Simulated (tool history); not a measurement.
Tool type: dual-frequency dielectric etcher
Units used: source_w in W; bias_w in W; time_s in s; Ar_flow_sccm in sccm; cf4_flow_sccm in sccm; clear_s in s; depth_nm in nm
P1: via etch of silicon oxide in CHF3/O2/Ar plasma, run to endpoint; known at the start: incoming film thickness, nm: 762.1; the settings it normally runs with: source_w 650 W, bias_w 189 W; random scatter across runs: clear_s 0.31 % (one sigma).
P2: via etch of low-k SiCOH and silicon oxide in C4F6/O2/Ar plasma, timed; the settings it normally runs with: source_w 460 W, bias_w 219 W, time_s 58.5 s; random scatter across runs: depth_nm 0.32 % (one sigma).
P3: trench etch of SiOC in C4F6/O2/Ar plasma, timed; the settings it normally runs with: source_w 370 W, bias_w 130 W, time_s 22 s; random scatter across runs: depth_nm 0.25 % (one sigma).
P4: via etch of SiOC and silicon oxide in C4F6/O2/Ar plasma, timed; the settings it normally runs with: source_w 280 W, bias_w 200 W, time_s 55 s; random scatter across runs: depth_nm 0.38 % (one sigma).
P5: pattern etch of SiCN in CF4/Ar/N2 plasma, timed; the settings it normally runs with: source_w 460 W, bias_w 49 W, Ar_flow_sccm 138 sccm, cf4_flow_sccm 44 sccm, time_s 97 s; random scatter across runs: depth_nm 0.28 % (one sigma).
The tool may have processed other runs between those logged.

run	day	process	source_w	bias_w	time_s	Ar_flow_sccm	cf4_flow_sccm	hours since the last wet clean	hours since the last source power generator calibration	hours since the last bias power generator calibration	clear_s	depth_nm
1	0.083	P1	650	189				138.8	1085.5	2036.9	371.48	
2	0.258	P2	460	294	58.5			143	1089.7	2041.1		202.33
3	0.392	P4	280	263	55			146.2	1092.9	2044.3		61.131
4	0.529	P5	460	60	97	138	44	149.5	1096.2	2047.6		70.144
5	0.671	P3	370	130	22			152.9	1099.6	2051		39.914
6	0.833	P1	430	251				156.8	1103.5	2054.9	390.36	
7	0.929	P5	460	49	54	138	44	159.1	1105.8	2057.2		36.32
8	1.033	P5	550	49	97	138	44	161.6	1108.3	2059.7		75.837
9	1.129	P1	480	155				163.9	1110.6	2062	442.45	
10	1.271	P1	650	189				167.3	1114	2065.4	367.78	
11	1.4	P1	800	224				170.4	1117.1	2068.5	321.59	
12	1.517	P2	270	219	58.5			173.2	1119.9	2071.3		149.06
13	1.65	P1	650	229				176.4	1123.1	2074.5	346.95	
14	1.838	P1	650	189				180.9	1127.6	2079	367.26	
15	2.008	P1	650	150				185	1131.7	2083.1	396.21	
16	2.117	P1	800	189				187.6	1134.3	2085.7	340.03	
17	2.3	P3	270	130	22			192	1138.7	2090.1		35.274
18	2.479	P1	650	189				196.3	1143	2094.4	369.76	
19	2.583	P3	370	178	22			198.8	1145.5	2096.9		43.75
20	2.762	P4	170	200	55			203.1	1149.8	2101.2		45.558
21	2.938	P4	280	200	81			207.3	1154	2105.4		81.232
22	3.05	P1	650	189				210	1156.7	2108.1	371.32	
23	3.212	P1	450	189				213.9	1160.6	2112	425.96	
24	3.371	P2	460	219	58.5			217.7	1164.4	2115.8		182.39
25	3.479	P5	460	49	97	169	44	220.3	1167	2118.4		62.7
26	3.633	P5	460	49	97	138	44	224	1170.7	2122.1		65.134
27	3.717	P4	280	200	55			226	1172.7	2124.1		55.233
28	3.888	P2	460	219	32			230.1	1176.8	2128.2		99.736
29	3.975	P5	460	49	97	138	61	232.2	1178.9	2130.3		68.857
30	4.162	P3	370	130	17			236.7	1183.4	2134.8		30.822
31	4.267	P1	650	189				239.2	1185.9	2137.3	368.17	
32	4.392	P1	650	189				242.2	1188.9	2140.3	369	
33	4.512	P1	650	189				245.1	1191.8	2143.2	372.54	
34	4.7	P1	650	189				249.6	1196.3	2147.7	372.4	
35	4.862	P1	650	189				253.5	1200.2	2151.6	373.13	
36	4.983	P1	650	189				256.4	1203.1	2154.5	376.86	
# day 5.058: wet clean of the chamber
37	5.142	P1	650	189				2.1	1206.9	2158.3	374.59	
38	5.3	P1	650	189				5.9	1210.7	2162.1	375.62	

The output of P1 has drifted from where it used to be. Each of the 2 causes below, taken at the size shown beside it, accounts for the log equally well:
A: bias power that arrives under what is set, % = 4.55
B: source power that arrives under what is set, % = 4.02
Creep in the process output first set in at about day 4.392.
Why every other cause is out:
chamber walls in a state that lowers the etch rate, %: serviced at day 5.058, after the drift had started, without restoring the earlier output

Question marks stand in for the results of the 4 check runs listed below, each run on one wafer. Under which run would the listed causes show clearly different results?
check 1	5.458	P2	270	219	40.5							?
check 2	5.458	P3	370	162	17.5							?
check 3	5.458	P5	460	49	73.5	138	61					?
check 4	5.458	P4	170	200	55							?

What each check would give under each cause:
check	result	if A	if B
check 1	depth_nm	101.58	101.58
check 2	depth_nm	33.43	33.376
check 3	depth_nm	51.633	50.606
check 4	depth_nm	45.028	45.055
Distance between the nearest two causes, measured in the result of the check that separates them most: check 1 0 %; check 2 0.16 %; check 3 2.01 %; check 4 0.06 %
Of the check runs offered, only check 3 discriminates between the causes; the rest would read about the same regardless of which cause applies.

Then check 3 was run and gave: depth_nm 50.722 nm. Which cause is it?

B is the cause: source power that arrives under what is set, %.
